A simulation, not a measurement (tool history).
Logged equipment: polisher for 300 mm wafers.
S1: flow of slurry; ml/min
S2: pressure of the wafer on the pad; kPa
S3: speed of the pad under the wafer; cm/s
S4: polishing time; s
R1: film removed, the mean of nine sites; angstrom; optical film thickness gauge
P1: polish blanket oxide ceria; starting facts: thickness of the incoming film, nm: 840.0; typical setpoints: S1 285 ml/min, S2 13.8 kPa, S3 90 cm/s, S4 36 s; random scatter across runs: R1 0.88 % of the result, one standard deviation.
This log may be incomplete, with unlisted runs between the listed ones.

run   hour   S1    S2   S3  S4      R1
  1   11.3  285  13.8   90  36    1103
  2   23.9  285  13.8   90  20  620.41
  3   36.5  285  13.8   90  36  1089.5
  4   44.1  285  20.7   90  36  1635.5
  5   55.2  350  13.8   90  53  1630.9
  6   63.8  375  13.8   90  36  1113.7
  7     72  285  13.8   90  51  1570.5
  8   78.6  285  13.8   90  36  1079.3
  9   90.2  285  13.8  138  36  1676.7
 10   98.5  285  13.8   90  36  1111.5
 11  106.1  285  13.8  130  55  2379.4
 12    112  285  13.8   90  36  1079.3
     114.4  -- slurry nozzle cleaned
 13  118.8  285  13.8   90  36  1104.9
 14  128.9  170  13.8   90  36  1039.4
 15  136.5  285   6.2   90  36   492.1
 16  148.7  355    20   90  36  1616.7
 17  158.6  285  13.8   40  36  488.68
 18  164.8  285  13.8   90  36  1100.6
 19  176.5  285  13.8   90  36  1085.9
 20  183.3  285  13.8   90  36  1067.3
 21  190.8  285  13.8   90  36  1054.5
 22    201  285  13.8   90  36  1071.6
 23  209.2  285  13.8   90  36  1057.4
 24  216.8  285  13.8   90  36  1045.2
 25  227.5  285  13.8   90  36  1064.6

Expected results for the next run?
     230.9  -- worn pad replaced by a new one
 26  233.8  285  13.8  90  36   ?

Run 26 measured R1 1036.5 angstrom.
